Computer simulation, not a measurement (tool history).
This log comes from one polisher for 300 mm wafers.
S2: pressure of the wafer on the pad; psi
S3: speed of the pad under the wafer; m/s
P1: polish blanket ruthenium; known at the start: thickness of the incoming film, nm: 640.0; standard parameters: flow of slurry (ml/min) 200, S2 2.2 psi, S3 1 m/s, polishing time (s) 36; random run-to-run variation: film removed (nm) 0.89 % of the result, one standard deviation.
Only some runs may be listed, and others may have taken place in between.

{"run": 1, "hour": 15.5, "flow of slurry (ml/min)": 200, "S2": 2.2, "S3": 1, "polishing time (s)": 36, "film removed (nm)": 45.694}
{"run": 2, "hour": 32.5, "flow of slurry (ml/min)": 200, "S2": 2.2, "S3": 1.28, "polishing time (s)": 21, "film removed (nm)": 34}
{"run": 3, "hour": 46.5, "flow of slurry (ml/min)": 200, "S2": 2.2, "S3": 0.5, "polishing time (s)": 36, "film removed (nm)": 22.735}
{"run": 4, "hour": 59.3, "flow of slurry (ml/min)": 200, "S2": 2.2, "S3": 1, "polishing time (s)": 50, "film removed (nm)": 63.305}
{"run": 5, "hour": 76.9, "flow of slurry (ml/min)": 310, "S2": 2.2, "S3": 1, "polishing time (s)": 56, "film removed (nm)": 75.312}
{"run": 6, "hour": 86.0, "flow of slurry (ml/min)": 300, "S2": 2.2, "S3": 1, "polishing time (s)": 36, "film removed (nm)": 47.425}
{"run": 7, "hour": 97.0, "flow of slurry (ml/min)": 200, "S2": 2.2, "S3": 1, "polishing time (s)": 36, "film removed (nm)": 45.919}
{"run": 8, "hour": 109.5, "flow of slurry (ml/min)": 200, "S2": 2.2, "S3": 1, "polishing time (s)": 36, "film removed (nm)": 45.132}
{"run": 9, "hour": 123.7, "flow of slurry (ml/min)": 200, "S2": 3.5, "S3": 1, "polishing time (s)": 36, "film removed (nm)": 73.023}
{"run": 10, "hour": 136.0, "flow of slurry (ml/min)": 200, "S2": 2.2, "S3": 1.42, "polishing time (s)": 36, "film removed (nm)": 64.534}
{"run": 11, "hour": 151.0, "flow of slurry (ml/min)": 200, "S2": 1, "S3": 1, "polishing time (s)": 18, "film removed (nm)": 10.484}
{"run": 12, "hour": 159.2, "flow of slurry (ml/min)": 200, "S2": 1.1, "S3": 1, "polishing time (s)": 36, "film removed (nm)": 22.731}
{"run": 13, "hour": 175.8, "flow of slurry (ml/min)": 200, "S2": 2.2, "S3": 1, "polishing time (s)": 36, "film removed (nm)": 46.174}
{"run": 14, "hour": 192.7, "flow of slurry (ml/min)": 200, "S2": 2.2, "S3": 1, "polishing time (s)": 36, "film removed (nm)": 45.546}
{"run": 15, "hour": 201.7, "flow of slurry (ml/min)": 120, "S2": 2.2, "S3": 1, "polishing time (s)": 36, "film removed (nm)": 43.001}
{"run": 16, "hour": 215.8, "flow of slurry (ml/min)": 200, "S2": 2.2, "S3": 1, "polishing time (s)": 19, "film removed (nm)": 24.242}
{"run": 17, "hour": 224.0, "flow of slurry (ml/min)": 200, "S2": 2.2, "S3": 1, "polishing time (s)": 36, "film removed (nm)": 46.195}
{"run": 18, "hour": 231.9, "flow of slurry (ml/min)": 200, "S2": 2.2, "S3": 1, "polishing time (s)": 36, "film removed (nm)": 44.315}
{"run": 19, "hour": 247.0, "flow of slurry (ml/min)": 200, "S2": 2.2, "S3": 1, "polishing time (s)": 36, "film removed (nm)": 43.901}
{"run": 20, "hour": 261.0, "flow of slurry (ml/min)": 200, "S2": 2.2, "S3": 1, "polishing time (s)": 36, "film removed (nm)": 43.882}
{"run": 21, "hour": 270.0, "flow of slurry (ml/min)": 200, "S2": 2.2, "S3": 1, "polishing time (s)": 36, "film removed (nm)": 42.24}
{"run": 22, "hour": 279.6, "flow of slurry (ml/min)": 200, "S2": 2.2, "S3": 1, "polishing time (s)": 36, "film removed (nm)": 43.076}

For run 23, what comes out?
{"hour": 282.2, "done": "worn pad replaced by a new one"}
{"run": 23, "hour": 292.2, "flow of slurry (ml/min)": 200, "S2": 2.2, "S3": 1, "polishing time (s)": 36, "film removed (nm)": "?"}

{"run 23": {"film removed (nm)": 42.845}}

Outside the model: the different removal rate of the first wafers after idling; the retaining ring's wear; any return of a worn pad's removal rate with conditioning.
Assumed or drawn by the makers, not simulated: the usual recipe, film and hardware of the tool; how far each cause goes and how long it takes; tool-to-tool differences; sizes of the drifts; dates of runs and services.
